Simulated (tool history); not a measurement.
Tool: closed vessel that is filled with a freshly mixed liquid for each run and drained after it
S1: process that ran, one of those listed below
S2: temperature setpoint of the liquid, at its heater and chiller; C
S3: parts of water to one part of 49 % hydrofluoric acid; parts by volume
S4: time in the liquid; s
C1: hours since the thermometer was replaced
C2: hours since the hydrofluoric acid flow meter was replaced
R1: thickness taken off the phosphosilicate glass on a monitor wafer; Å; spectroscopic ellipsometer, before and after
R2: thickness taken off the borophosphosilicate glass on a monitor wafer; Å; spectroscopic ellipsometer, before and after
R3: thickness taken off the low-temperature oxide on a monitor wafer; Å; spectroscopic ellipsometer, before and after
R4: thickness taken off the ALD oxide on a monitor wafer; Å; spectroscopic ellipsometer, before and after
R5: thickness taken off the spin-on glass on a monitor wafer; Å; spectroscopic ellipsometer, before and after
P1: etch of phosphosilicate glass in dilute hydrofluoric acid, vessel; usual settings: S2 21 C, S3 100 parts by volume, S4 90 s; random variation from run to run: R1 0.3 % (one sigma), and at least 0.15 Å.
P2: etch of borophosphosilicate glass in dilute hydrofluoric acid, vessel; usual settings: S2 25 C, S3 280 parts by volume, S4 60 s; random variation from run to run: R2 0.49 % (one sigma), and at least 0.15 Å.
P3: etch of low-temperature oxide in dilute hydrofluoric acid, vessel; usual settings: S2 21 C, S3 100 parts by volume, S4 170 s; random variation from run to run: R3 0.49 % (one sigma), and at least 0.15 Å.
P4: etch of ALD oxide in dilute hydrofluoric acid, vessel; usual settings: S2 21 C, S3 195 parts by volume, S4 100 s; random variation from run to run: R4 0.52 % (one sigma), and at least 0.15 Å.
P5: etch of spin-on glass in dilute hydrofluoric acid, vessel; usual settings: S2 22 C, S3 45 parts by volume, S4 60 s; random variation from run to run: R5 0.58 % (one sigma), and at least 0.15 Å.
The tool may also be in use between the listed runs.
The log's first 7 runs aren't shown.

{"run": 8, "hour": 80.8, "S1": "P1", "S2": 21, "S3": 100, "S4": 90, "C1": 212.8, "C2": 846.3, "R1": 505.18}
{"run": 9, "hour": 93.8, "S1": "P3", "S2": 21, "S3": 170, "S4": 170, "C1": 225.8, "C2": 859.3, "R3": 236.08}
{"hour": 98.0, "done": "thermometer replaced"}
{"run": 10, "hour": 103.7, "S1": "P1", "S2": 21, "S3": 100, "S4": 30, "C1": 5.8, "C2": 869.2, "R1": 168.5}
{"run": 11, "hour": 112.6, "S1": "P1", "S2": 21, "S3": 100, "S4": 90, "C1": 14.7, "C2": 878.1, "R1": 502.99}
{"run": 12, "hour": 118.9, "S1": "P4", "S2": 27, "S3": 195, "S4": 100, "C1": 21, "C2": 884.4, "R4": 66.831}
{"run": 13, "hour": 133.0, "S1": "P1", "S2": 21, "S3": 170, "S4": 90, "C1": 35.1, "C2": 898.5, "R1": 274.76}
{"run": 14, "hour": 141.2, "S1": "P4", "S2": 21, "S3": 195, "S4": 100, "C1": 43.3, "C2": 906.7, "R4": 53.836}
{"run": 15, "hour": 149.2, "S1": "P4", "S2": 21, "S3": 70, "S4": 100, "C1": 51.3, "C2": 914.7, "R4": 171.07}
{"run": 16, "hour": 161.5, "S1": "P1", "S2": 17, "S3": 140, "S4": 90, "C1": 63.6, "C2": 927, "R1": 293.48}
{"run": 17, "hour": 172.5, "S1": "P5", "S2": 22, "S3": 45, "S4": 100, "C1": 74.6, "C2": 938, "R5": 959.3}
{"run": 18, "hour": 178.8, "S1": "P1", "S2": 21, "S3": 100, "S4": 180, "C1": 80.9, "C2": 944.3, "R1": 1011.3}
{"run": 19, "hour": 192.2, "S1": "P1", "S2": 21, "S3": 100, "S4": 90, "C1": 94.3, "C2": 957.7, "R1": 504.48}
{"run": 20, "hour": 202.2, "S1": "P1", "S2": 17, "S3": 100, "S4": 125, "C1": 104.3, "C2": 967.7, "R1": 596.98}
{"run": 21, "hour": 209.3, "S1": "P5", "S2": 22, "S3": 80, "S4": 60, "C1": 111.4, "C2": 974.8, "R5": 312.91}
{"run": 22, "hour": 220.6, "S1": "P1", "S2": 21, "S3": 100, "S4": 90, "C1": 122.7, "C2": 986.1, "R1": 504.4}
{"run": 23, "hour": 229.3, "S1": "P1", "S2": 21, "S3": 100, "S4": 90, "C1": 131.4, "C2": 994.8, "R1": 501.46}
{"run": 24, "hour": 239.1, "S1": "P5", "S2": 29, "S3": 45, "S4": 60, "C1": 141.2, "C2": 1004.6, "R5": 773.54}
{"run": 25, "hour": 250.1, "S1": "P3", "S2": 17, "S3": 100, "S4": 170, "C1": 152.2, "C2": 1015.6, "R3": 364.65}
{"run": 26, "hour": 262.4, "S1": "P1", "S2": 17, "S3": 100, "S4": 90, "C1": 164.5, "C2": 1027.9, "R1": 428.54}
{"run": 27, "hour": 275.7, "S1": "P3", "S2": 21, "S3": 100, "S4": 170, "C1": 177.8, "C2": 1041.2, "R3": 435.17}
{"run": 28, "hour": 285.2, "S1": "P4", "S2": 21, "S3": 195, "S4": 50, "C1": 187.3, "C2": 1050.7, "R4": 26.635}
{"run": 29, "hour": 297.5, "S1": "P3", "S2": 21, "S3": 100, "S4": 325, "C1": 199.6, "C2": 1063, "R3": 829.03}
{"run": 30, "hour": 304.5, "S1": "P2", "S2": 25, "S3": 280, "S4": 60, "C1": 206.6, "C2": 1070, "R2": 70.627}
{"run": 31, "hour": 315.4, "S1": "P2", "S2": 19.5, "S3": 280, "S4": 60, "C1": 217.5, "C2": 1080.9, "R2": 57.866}

Forecast run 32:
{"run": 32, "hour": 329.3, "S1": "P5", "S2": 22, "S3": 45, "S4": 60, "C1": 231.4, "C2": 1094.8, "R5": "?"}

{"run 32": {"R5": 585.48}}
